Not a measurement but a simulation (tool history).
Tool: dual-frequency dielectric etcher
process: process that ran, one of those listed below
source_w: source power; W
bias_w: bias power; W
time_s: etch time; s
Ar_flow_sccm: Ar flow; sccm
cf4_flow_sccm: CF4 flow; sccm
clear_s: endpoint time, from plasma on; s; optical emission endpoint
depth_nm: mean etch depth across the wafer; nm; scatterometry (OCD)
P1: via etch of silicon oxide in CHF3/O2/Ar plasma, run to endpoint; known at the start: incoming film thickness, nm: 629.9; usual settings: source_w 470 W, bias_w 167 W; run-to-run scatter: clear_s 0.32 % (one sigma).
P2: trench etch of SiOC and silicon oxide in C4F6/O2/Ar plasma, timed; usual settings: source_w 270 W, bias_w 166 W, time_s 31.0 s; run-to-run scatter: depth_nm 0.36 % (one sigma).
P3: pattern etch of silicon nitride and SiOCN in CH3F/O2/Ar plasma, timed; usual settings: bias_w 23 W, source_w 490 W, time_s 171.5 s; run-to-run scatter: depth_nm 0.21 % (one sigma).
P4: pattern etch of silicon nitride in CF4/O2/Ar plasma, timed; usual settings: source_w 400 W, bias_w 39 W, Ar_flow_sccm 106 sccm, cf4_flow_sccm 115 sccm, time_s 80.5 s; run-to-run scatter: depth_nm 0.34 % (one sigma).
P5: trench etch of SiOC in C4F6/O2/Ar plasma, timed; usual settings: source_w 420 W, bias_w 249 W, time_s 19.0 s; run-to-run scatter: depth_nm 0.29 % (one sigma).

run	day	process	source_w	bias_w	time_s	Ar_flow_sccm	cf4_flow_sccm	clear_s	depth_nm
1	0.400	P1	470	167				355.30	
2	0.833	P3	490	23	239.0				35.528
3	1.117	P2	270	115	31.0				45.343
4	1.529	P5	420	249	19.0				44.600
5	1.846	P4	400	39	80.5	106	115		118.580
6	2.129	P1	470	167				354.46	
7	2.658	P2	270	166	31.0				50.862
8	3.067	P1	470	167				357.07	
9	3.579	P5	420	249	11.5				27.065
10	3.979	P4	520	39	80.5	106	115		148.510
11	4.500	P5	550	249	19.0				49.264
12	4.962	P5	420	163	19.0				38.840
13	5.225	P4	400	39	80.5	106	115		118.970
14	5.475	P3	490	13	171.5				20.156
15	5.804	P1	620	167				319.31	
16	6.300	P1	470	167				355.79	
17	6.758	P5	420	249	19.0				44.456
18	7.146	P1	470	222				323.23	
19	7.433	P3	490	23	171.5				25.364
20	7.933	P2	270	166	44.5				72.622
21	8.442	P1	390	118				427.35	
22	8.962	P1	340	167				404.90	
23	9.396	P4	400	39	80.5	106	137		121.090
24	9.738	P1	470	167				357.65	

Run 25 comes next. What will it give?
25	10.083	P1	470	129				?	

{"run 25": {"clear_s": 390.28}}

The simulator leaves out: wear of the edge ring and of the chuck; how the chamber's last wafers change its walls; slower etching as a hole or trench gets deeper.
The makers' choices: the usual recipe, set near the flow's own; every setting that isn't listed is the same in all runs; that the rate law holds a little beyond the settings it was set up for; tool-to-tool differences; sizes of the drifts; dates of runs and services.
